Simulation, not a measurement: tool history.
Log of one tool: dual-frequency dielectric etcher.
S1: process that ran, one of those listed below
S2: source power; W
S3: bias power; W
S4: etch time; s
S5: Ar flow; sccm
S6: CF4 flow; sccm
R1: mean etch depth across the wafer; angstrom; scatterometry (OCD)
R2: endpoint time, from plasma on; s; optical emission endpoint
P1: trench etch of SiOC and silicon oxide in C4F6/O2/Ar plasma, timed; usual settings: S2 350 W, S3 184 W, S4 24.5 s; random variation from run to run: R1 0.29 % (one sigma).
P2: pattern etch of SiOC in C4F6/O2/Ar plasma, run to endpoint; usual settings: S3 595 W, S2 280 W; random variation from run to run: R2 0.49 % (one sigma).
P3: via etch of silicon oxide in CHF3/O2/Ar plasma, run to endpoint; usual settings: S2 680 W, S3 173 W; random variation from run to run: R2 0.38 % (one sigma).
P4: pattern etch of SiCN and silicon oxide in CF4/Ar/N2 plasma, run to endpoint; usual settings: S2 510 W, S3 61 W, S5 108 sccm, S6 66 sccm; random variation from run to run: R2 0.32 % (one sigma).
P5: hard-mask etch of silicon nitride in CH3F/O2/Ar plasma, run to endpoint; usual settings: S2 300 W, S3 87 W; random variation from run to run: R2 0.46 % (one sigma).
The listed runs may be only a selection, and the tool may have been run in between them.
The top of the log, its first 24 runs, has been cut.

| run | day | S1 | S2 | S3 | S4 | S5 | S6 | R1 | R2 |
|---|---|---|---|---|---|---|---|---|---|
| 25 | 9.962 | P1 | 350 | 184 | 32.0 |  |  | 607.92 |  |
| 26 | 10.279 | P3 | 680 | 173 |  |  |  |  | 365.450 |
| 27 | 10.538 | P4 | 510 | 42 |  | 108 | 66 |  | 16.911 |
| 28 | 11.029 | P1 | 350 | 184 | 24.5 |  |  | 467.88 |  |
| 29 | 11.417 | P2 | 280 | 392 |  |  |  |  | 15.849 |
| 30 | 11.758 | P1 | 200 | 184 | 24.5 |  |  | 376.49 |  |
| 31 | 12.192 | P5 | 300 | 87 |  |  |  |  | 74.229 |
| 32 | 12.717 | P1 | 350 | 184 | 24.5 |  |  | 465.71 |  |
| 33 | 13.129 | P1 | 350 | 184 | 24.5 |  |  | 469.73 |  |
| 34 | 13.679 | P1 | 350 | 184 | 24.5 |  |  | 470.02 |  |
| 35 | 13.967 | P1 | 350 | 184 | 24.5 |  |  | 472.00 |  |
| 36 | 14.342 | P1 | 350 | 184 | 24.5 |  |  | 468.68 |  |
| 37 | 14.754 | P1 | 350 | 184 | 24.5 |  |  | 471.31 |  |
| 38 | 15.038 | P1 | 350 | 184 | 24.5 |  |  | 472.82 |  |
|  | 15.342 | wet clean of the chamber |
| 39 | 15.483 | P1 | 350 | 184 | 24.5 |  |  | 473.78 |  |

What will run 40 give?
| 40 | 15.929 | P1 | 350 | 184 | 24.5 |  |  | ? |  |

R1: 474.30 angstrom
